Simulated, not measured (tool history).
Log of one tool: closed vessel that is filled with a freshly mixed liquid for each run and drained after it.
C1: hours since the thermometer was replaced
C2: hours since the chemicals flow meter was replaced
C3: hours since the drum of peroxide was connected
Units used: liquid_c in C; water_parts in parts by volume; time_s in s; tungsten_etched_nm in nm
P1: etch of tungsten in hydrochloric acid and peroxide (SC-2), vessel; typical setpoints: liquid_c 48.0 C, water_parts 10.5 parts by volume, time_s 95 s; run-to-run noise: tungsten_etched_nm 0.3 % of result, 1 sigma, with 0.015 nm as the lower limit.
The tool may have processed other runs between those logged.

run 1 hour=9.7 | liquid_c=48.0 water_parts=10.5 time_s=95 | C1=657.4 C2=469.0 C3=737.8 | tungsten_etched_nm=13.0090
run 2 hour=21.2 | liquid_c=48.0 water_parts=10.5 time_s=95 | C1=668.9 C2=480.5 C3=749.3 | tungsten_etched_nm=13.0880
run 3 hour=29.3 | liquid_c=48.0 water_parts=10.5 time_s=95 | C1=677.0 C2=488.6 C3=757.4 | tungsten_etched_nm=13.0350
run 4 hour=37.3 | liquid_c=48.0 water_parts=10.5 time_s=95 | C1=685.0 C2=496.6 C3=765.4 | tungsten_etched_nm=13.0870
run 5 hour=46.2 | liquid_c=63.5 water_parts=10.5 time_s=95 | C1=693.9 C2=505.5 C3=774.3 | tungsten_etched_nm=35.4920
run 6 hour=54.5 | liquid_c=35.0 water_parts=10.5 time_s=95 | C1=702.2 C2=513.8 C3=782.6 | tungsten_etched_nm=5.2230
run 7 hour=66.4 | liquid_c=48.0 water_parts=10.5 time_s=135 | C1=714.1 C2=525.7 C3=794.5 | tungsten_etched_nm=18.6070
run 8 hour=74.3 | liquid_c=48.0 water_parts=18.5 time_s=95 | C1=722.0 C2=533.6 C3=802.4 | tungsten_etched_nm=7.9640
run 9 hour=82.0 | liquid_c=48.0 water_parts=4.0 time_s=95 | C1=729.7 C2=541.3 C3=810.1 | tungsten_etched_nm=27.1570
-- hour=86.9 thermometer replaced
run 10 hour=90.8 | liquid_c=57.0 water_parts=10.5 time_s=140 | C1=3.9 C2=550.1 C3=818.9 | tungsten_etched_nm=34.7100
run 11 hour=102.1 | liquid_c=48.0 water_parts=10.5 time_s=45 | C1=15.2 C2=561.4 C3=830.2 | tungsten_etched_nm=6.1835
run 12 hour=112.3 | liquid_c=48.0 water_parts=10.5 time_s=95 | C1=25.4 C2=571.6 C3=840.4 | tungsten_etched_nm=13.0410
run 13 hour=122.0 | liquid_c=48.0 water_parts=10.5 time_s=95 | C1=35.1 C2=581.3 C3=850.1 | tungsten_etched_nm=13.5510
run 14 hour=129.4 | liquid_c=48.0 water_parts=10.5 time_s=95 | C1=42.5 C2=588.7 C3=857.5 | tungsten_etched_nm=13.7960
run 15 hour=140.1 | liquid_c=48.0 water_parts=10.5 time_s=95 | C1=53.2 C2=599.4 C3=868.2 | tungsten_etched_nm=13.9010
run 16 hour=147.2 | liquid_c=48.0 water_parts=10.5 time_s=95 | C1=60.3 C2=606.5 C3=875.3 | tungsten_etched_nm=13.9540
run 17 hour=153.9 | liquid_c=48.0 water_parts=10.5 time_s=95 | C1=67.0 C2=613.2 C3=882.0 | tungsten_etched_nm=14.0510

What does the tool deliver on the next run?
run 18 hour=161.7 | liquid_c=48.0 water_parts=10.5 time_s=95 | C1=74.8 C2=621.0 C3=889.8 | tungsten_etched_nm=?

{"run 18": {"tungsten_etched_nm": 14.058}}
